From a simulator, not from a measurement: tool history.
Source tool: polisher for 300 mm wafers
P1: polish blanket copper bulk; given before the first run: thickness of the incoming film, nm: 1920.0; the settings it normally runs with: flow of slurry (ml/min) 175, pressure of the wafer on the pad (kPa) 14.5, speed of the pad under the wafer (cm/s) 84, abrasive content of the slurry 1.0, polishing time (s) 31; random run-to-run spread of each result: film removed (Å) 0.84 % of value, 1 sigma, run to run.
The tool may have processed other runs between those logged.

| run | hour | flow of slurry (ml/min) | pressure of the wafer on the pad (kPa) | speed of the pad under the wafer (cm/s) | abrasive content of the slurry | polishing time (s) | film removed (Å) |
|---|---|---|---|---|---|---|---|
| 1 | 8.9 | 175 | 14.5 | 84 | 1.0 | 31 | 1909.60 |
| 2 | 22.5 | 270 | 14.5 | 84 | 1.0 | 31 | 1989.90 |
| 3 | 32.7 | 215 | 14.5 | 84 | 1.4 | 31 | 2079.80 |
| 4 | 50.1 | 175 | 14.5 | 84 | 1.0 | 16 | 1000.40 |
| 5 | 62.1 | 105 | 14.5 | 84 | 1.0 | 31 | 1711.50 |
| 6 | 74.4 | 175 | 6.9 | 84 | 1.0 | 31 | 904.59 |
| 7 | 85.1 | 175 | 14.5 | 84 | 1.0 | 31 | 1891.30 |
| 8 | 94.0 | 175 | 14.5 | 84 | 1.0 | 31 | 1893.60 |
| 9 | 104.6 | 175 | 18.6 | 84 | 1.0 | 31 | 2377.40 |
| 10 | 114.1 | 175 | 14.5 | 84 | 1.0 | 40 | 2447.70 |
| 11 | 121.8 | 175 | 14.5 | 84 | 1.3 | 31 | 2003.30 |
| 12 | 136.2 | 175 | 14.5 | 38 | 1.0 | 31 | 866.97 |
|  | 144.8 | slurry blender recalibrated |
| 13 | 150.4 | 105 | 14.5 | 84 | 1.0 | 18 | 994.15 |
| 14 | 165.5 | 175 | 14.5 | 84 | 1.3 | 14 | 897.56 |
| 15 | 176.8 | 175 | 14.5 | 84 | 1.0 | 31 | 1853.00 |
| 16 | 186.4 | 175 | 14.5 | 124 | 1.0 | 31 | 2783.80 |
| 17 | 199.3 | 175 | 14.5 | 84 | 1.0 | 31 | 1900.40 |
| 18 | 208.0 | 175 | 14.5 | 84 | 0.5 | 31 | 1649.50 |
| 19 | 223.0 | 175 | 14.5 | 84 | 1.0 | 31 | 1875.80 |
| 20 | 238.4 | 175 | 14.5 | 84 | 1.0 | 31 | 1880.50 |
| 21 | 252.9 | 175 | 14.5 | 84 | 1.0 | 31 | 1836.40 |
| 22 | 269.6 | 175 | 14.5 | 84 | 1.0 | 31 | 1816.60 |
| 23 | 281.9 | 175 | 14.5 | 84 | 1.0 | 31 | 1777.50 |
|  | 294.1 | slurry blender recalibrated |
| 24 | 296.7 | 175 | 14.5 | 84 | 1.0 | 31 | 1744.10 |
| 25 | 309.4 | 175 | 14.5 | 84 | 1.0 | 31 | 1708.20 |
| 26 | 324.8 | 175 | 14.5 | 84 | 1.0 | 31 | 1737.80 |
| 27 | 339.6 | 175 | 14.5 | 84 | 1.0 | 31 | 1719.20 |
|  | 341.3 | head pressure recalibrated |
| 28 | 351.8 | 175 | 14.5 | 84 | 1.0 | 31 | 1748.20 |
| 29 | 365.3 | 175 | 14.5 | 84 | 1.0 | 31 | 1725.10 |
| 30 | 376.0 | 175 | 14.5 | 84 | 1.0 | 31 | 1725.40 |

Something has made what P1 gives creep away from where it was; the 2 causes below, each at its own stated size, fit the log equally well:
A: slurry flow missing at the pad, % = 39.1
B: removal rate lost through wear of the pad, % = 9.02
Onset of the creep was near hour 238.4.
Ruled out, with reasons:
head's pressure below its setpoint, %: serviced at hour 341.3, which brought nothing back
abrasive missing from the slurry, %: serviced at hour 294.1, which brought nothing back

Each of the check runs listed below is run on 3 wafers and reports their average, with the results left as question marks. Pick the one under which the possible causes would lead to clearly different results.
| check 1 | 386.7 | 120 | 10.3 | 84 | 1.00 | 31 | ? |
| check 2 | 386.7 | 175 | 14.5 | 84 | 0.55 | 31 | ? |
| check 3 | 386.7 | 175 | 17.2 | 84 | 1.00 | 31 | ? |
| check 4 | 386.7 | 175 | 14.5 | 116 | 1.00 | 31 | ? |

Expected result of each check under each candidate cause:
| check | result | if A | if B |
|---|---|---|---|
| check 1 | film removed (Å) | 1106.30 | 1148.80 |
| check 2 | film removed (Å) | 1521.40 | 1521.20 |
| check 3 | film removed (Å) | 2049.20 | 2049.00 |
| check 4 | film removed (Å) | 2377.10 | 2376.80 |
Smallest distance between any two causes, each pair judged by its most separating result, in per cent: check 1 3.77 %; check 2 0.01 %; check 3 0.01 %; check 4 0.01 %
Check 1 is the one run that separates the causes; every other check would come out nearly the same whichever cause is at work.

Running check 1 produced the following: film removed (Å) 1147.10. Which one of the listed causes fits?

It is B: removal rate lost through wear of the pad, %.
